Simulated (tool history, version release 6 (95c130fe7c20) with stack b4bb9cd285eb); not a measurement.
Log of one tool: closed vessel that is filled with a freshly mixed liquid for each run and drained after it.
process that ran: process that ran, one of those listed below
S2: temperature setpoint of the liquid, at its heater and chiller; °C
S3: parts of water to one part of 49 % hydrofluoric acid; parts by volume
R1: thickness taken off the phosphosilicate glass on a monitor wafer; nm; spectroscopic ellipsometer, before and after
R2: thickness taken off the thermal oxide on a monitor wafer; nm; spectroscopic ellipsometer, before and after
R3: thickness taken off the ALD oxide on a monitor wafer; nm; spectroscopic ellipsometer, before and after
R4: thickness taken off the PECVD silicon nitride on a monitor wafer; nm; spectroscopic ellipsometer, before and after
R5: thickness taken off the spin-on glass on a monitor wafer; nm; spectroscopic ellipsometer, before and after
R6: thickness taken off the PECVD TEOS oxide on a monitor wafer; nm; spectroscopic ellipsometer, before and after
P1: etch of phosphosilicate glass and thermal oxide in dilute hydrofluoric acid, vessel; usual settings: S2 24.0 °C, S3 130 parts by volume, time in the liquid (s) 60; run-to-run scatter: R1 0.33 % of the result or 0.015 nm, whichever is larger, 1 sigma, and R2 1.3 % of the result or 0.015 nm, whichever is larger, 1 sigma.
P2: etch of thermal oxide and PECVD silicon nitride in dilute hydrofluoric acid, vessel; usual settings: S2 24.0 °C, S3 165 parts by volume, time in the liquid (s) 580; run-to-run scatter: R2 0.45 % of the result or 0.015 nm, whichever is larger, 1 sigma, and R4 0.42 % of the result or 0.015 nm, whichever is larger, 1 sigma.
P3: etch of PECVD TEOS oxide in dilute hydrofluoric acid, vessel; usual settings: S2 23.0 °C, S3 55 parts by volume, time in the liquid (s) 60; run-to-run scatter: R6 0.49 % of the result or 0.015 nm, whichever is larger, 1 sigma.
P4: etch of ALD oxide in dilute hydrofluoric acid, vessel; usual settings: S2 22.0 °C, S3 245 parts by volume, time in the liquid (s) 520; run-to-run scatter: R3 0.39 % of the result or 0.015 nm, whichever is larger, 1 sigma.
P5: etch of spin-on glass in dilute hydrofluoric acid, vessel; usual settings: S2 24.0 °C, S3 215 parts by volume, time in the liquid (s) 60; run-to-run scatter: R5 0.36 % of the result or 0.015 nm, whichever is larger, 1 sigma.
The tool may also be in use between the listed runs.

Run 1, day 0.567: process that ran P1, S2 24.0 °C, S3 130 parts by volume, time in the liquid (s) 60. Result: R1 58.259 nm, R2 2.07130 nm.
Run 2, day 0.946: process that ran P1, S2 24.0 °C, S3 130 parts by volume, time in the liquid (s) 30. Result: R1 29.086 nm, R2 1.00690 nm.
Run 3, day 1.400: process that ran P1, S2 24.0 °C, S3 220 parts by volume, time in the liquid (s) 30. Result: R1 15.535 nm, R2 0.57321 nm.
Run 4, day 2.025: process that ran P1, S2 24.0 °C, S3 130 parts by volume, time in the liquid (s) 60. Result: R1 58.175 nm, R2 2.07400 nm.
Run 5, day 2.646: process that ran P4, S2 18.5 °C, S3 245 parts by volume, time in the liquid (s) 520. Result: R3 17.030 nm.
Run 6, day 3.133: process that ran P1, S2 24.0 °C, S3 130 parts by volume, time in the liquid (s) 115. Result: R1 111.510 nm, R2 3.92020 nm.
At day 3.712: hydrofluoric acid flow meter replaced.
Run 7, day 3.796: process that ran P1, S2 29.5 °C, S3 130 parts by volume, time in the liquid (s) 60. Result: R1 71.689 nm, R2 2.55500 nm.
Run 8, day 4.392: process that ran P2, S2 24.0 °C, S3 165 parts by volume, time in the liquid (s) 885. Result: R2 24.21400 nm, R4 10.3630 nm.
Run 9, day 4.850: process that ran P1, S2 24.0 °C, S3 130 parts by volume, time in the liquid (s) 60. Result: R1 58.374 nm, R2 2.05040 nm.
Run 10, day 5.467: process that ran P1, S2 24.0 °C, S3 130 parts by volume, time in the liquid (s) 60. Result: R1 58.252 nm, R2 2.08390 nm.
Run 11, day 5.946: process that ran P4, S2 22.0 °C, S3 145 parts by volume, time in the liquid (s) 520. Result: R3 36.286 nm.
Run 12, day 6.479: process that ran P5, S2 24.0 °C, S3 215 parts by volume, time in the liquid (s) 60. Result: R5 6.6330 nm.
Run 13, day 6.812: process that ran P3, S2 23.0 °C, S3 55 parts by volume, time in the liquid (s) 60. Result: R6 17.848 nm.
Run 14, day 7.158: process that ran P1, S2 24.0 °C, S3 220 parts by volume, time in the liquid (s) 60. Result: R1 31.126 nm, R2 1.08230 nm.
Run 15, day 7.483: process that ran P3, S2 23.0 °C, S3 55 parts by volume, time in the liquid (s) 60. Result: R6 17.967 nm.
Run 16, day 8.079: process that ran P4, S2 22.0 °C, S3 245 parts by volume, time in the liquid (s) 520. Result: R3 19.502 nm.
Run 17, day 8.404: process that ran P2, S2 24.0 °C, S3 165 parts by volume, time in the liquid (s) 580. Result: R2 15.84000 nm, R4 6.8256 nm.
Run 18, day 8.925: process that ran P3, S2 23.0 °C, S3 55 parts by volume, time in the liquid (s) 115. Result: R6 34.501 nm.
Run 19, day 9.529: process that ran P1, S2 24.0 °C, S3 230 parts by volume, time in the liquid (s) 30. Result: R1 14.620 nm, R2 0.53233 nm.
Run 20, day 10.121: process that ran P1, S2 28.5 °C, S3 45 parts by volume, time in the liquid (s) 60. Result: R1 223.610 nm, R2 7.91380 nm.
Run 21, day 10.450: process that ran P1, S2 18.5 °C, S3 130 parts by volume, time in the liquid (s) 60. Result: R1 46.838 nm, R2 1.63950 nm.
Run 22, day 10.750: process that ran P1, S2 24.0 °C, S3 130 parts by volume, time in the liquid (s) 60. Result: R1 58.000 nm, R2 2.09600 nm.

Forecast run 23:
Run 23, day 11.133: process that ran P5, S2 24.0 °C, S3 325 parts by volume, time in the liquid (s) 60. Result: R5 ?.

R5: 3.9519 nm

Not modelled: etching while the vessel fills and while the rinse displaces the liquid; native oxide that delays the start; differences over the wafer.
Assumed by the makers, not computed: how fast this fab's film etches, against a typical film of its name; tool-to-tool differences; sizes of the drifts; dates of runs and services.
